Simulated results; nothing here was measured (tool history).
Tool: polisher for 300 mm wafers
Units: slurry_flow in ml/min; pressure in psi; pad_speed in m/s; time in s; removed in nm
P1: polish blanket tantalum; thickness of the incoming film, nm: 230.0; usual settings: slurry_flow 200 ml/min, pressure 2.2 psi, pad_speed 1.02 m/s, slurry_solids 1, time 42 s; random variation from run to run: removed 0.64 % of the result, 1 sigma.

run,hour,slurry_flow,pressure,pad_speed,slurry_solids,time,removed
1,13.6,200,2.2,1.02,1,42,70.936
2,22.2,200,2.2,1.02,1.25,42,75.602
3,30.9,200,2.2,1.28,1,42,88.12
4,44.6,200,1.6,0.46,1,42,23.181
# hour 45.2: head pressure recalibrated
5,51.6,120,2.2,1.02,1,42,65.085
6,60.2,200,2.2,1.02,1,42,70.984
7,68.3,200,2.2,1.02,0.55,42,57.934
8,79.3,200,2.2,1.02,1,27,45.748
9,89.5,200,2.2,1.48,1.4,42,113.06
10,97.6,200,2.2,1.02,1,42,70.359
11,111.5,310,2.2,1.02,1,42,74.627
12,124.3,200,2.2,0.64,1,42,44.457
13,130.4,200,2.2,1.02,1,42,70.777
14,137.1,200,3.5,1.02,1,42,112.35
15,150.2,200,1.2,1.02,1,42,38.657
16,158.7,200,2.2,1.02,1,62,103.7
17,165.2,200,2.2,1.02,1,42,71.241
18,172.7,200,2.2,1.02,1,42,71.021
19,182.5,200,2.2,1.02,1,42,68.958
20,195.1,200,2.2,1.02,1,42,67.098
21,206.4,200,2.2,1.02,1,42,66.014
# hour 207.4: slurry blender recalibrated
22,216,200,2.2,1.02,1,42,65.125
# hour 218.6: worn pad replaced by a new one
23,227.3,200,2.2,1.02,1,42,66.496
24,235.8,200,2.2,1.02,1,42,66.282
25,243.6,200,2.2,1.02,1,42,65.576

Forecast run 26:
26,253.6,200,2.2,1.02,1,42,?

Run 26 gave removed 65.328 nm.
